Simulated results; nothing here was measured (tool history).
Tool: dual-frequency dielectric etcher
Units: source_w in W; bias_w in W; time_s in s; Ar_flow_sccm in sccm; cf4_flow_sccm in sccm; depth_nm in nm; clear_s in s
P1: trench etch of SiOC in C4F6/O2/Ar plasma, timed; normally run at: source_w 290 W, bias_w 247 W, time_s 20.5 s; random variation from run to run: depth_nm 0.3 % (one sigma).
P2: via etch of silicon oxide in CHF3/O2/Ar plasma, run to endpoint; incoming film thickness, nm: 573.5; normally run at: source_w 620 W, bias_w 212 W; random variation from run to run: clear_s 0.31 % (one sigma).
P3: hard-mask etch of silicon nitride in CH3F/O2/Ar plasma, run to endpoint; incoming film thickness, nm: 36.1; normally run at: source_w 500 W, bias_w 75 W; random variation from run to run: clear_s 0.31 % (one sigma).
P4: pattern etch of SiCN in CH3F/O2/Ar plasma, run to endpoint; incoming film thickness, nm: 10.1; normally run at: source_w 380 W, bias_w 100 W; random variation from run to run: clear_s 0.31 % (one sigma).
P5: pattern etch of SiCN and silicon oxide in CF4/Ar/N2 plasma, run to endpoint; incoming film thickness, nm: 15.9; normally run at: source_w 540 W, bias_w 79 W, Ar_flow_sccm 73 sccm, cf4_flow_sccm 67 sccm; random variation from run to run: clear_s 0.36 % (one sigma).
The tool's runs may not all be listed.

run,hour,process,source_w,bias_w,time_s,Ar_flow_sccm,cf4_flow_sccm,hours since the last wet clean,hours since the last source power generator calibration,hours since the last bias power generator calibration,depth_nm,clear_s
1,10,P1,290,247,20.5,,,317.6,1596.9,1734.5,42.563,
2,19.1,P1,290,247,20.5,,,326.7,1606,1743.6,42.451,
3,27.3,P3,500,48,,,,334.9,1614.2,1751.8,,55.515
4,33.2,P2,620,212,,,,340.8,1620.1,1757.7,,268.13
5,41.5,P1,290,247,20.5,,,349.1,1628.4,1766,42.207,
6,46.7,P1,290,247,20.5,,,354.3,1633.6,1771.2,42.534,
7,52.5,P1,390,247,16,,,360.1,1639.4,1777,37.183,
8,60.1,P1,290,308,20.5,,,367.7,1647,1784.6,45.932,
9,66.3,P4,380,62,,,,373.9,1653.2,1790.8,,29.182
10,73.2,P5,540,79,,73,93,380.8,1660.1,1797.7,,14.331
11,78.8,P5,540,79,,98,67,386.4,1665.7,1803.3,,15.616
12,87.7,P1,290,247,20.5,,,395.3,1674.6,1812.2,42.475,
13,96.1,P5,540,79,,73,67,403.7,1683,1820.6,,15.01
14,106.5,P3,500,75,,,,414.1,1693.4,1831,,48.072
15,116.6,P3,690,75,,,,424.2,1703.5,1841.1,,42.761
16,125.4,P1,290,181,20.5,,,433,1712.3,1849.9,38.206,
# hour 131.9: wet clean of the chamber
17,134.8,P5,540,47,,73,67,2.9,1721.7,1859.3,,17.467
18,142,P5,540,79,,73,67,10.1,1728.9,1866.5,,15.117
19,151.5,P4,380,100,,,,19.6,1738.4,1876,,24.69
20,160,P4,260,100,,,,28.1,1746.9,1884.5,,28.247
21,164.7,P1,290,247,30,,,32.8,1751.6,1889.2,62.189,
22,174.9,P1,230,247,20.5,,,43,1761.8,1899.4,39.045,
23,180.6,P1,290,247,20.5,,,48.7,1767.5,1905.1,42.391,
24,191.5,P1,290,247,20.5,,,59.6,1778.4,1916,42.628,

Run 25 comes next. What will it give?
25,196.3,P2,620,294,,,,64.4,1783.2,1920.8,,?

clear_s: 239.83 s
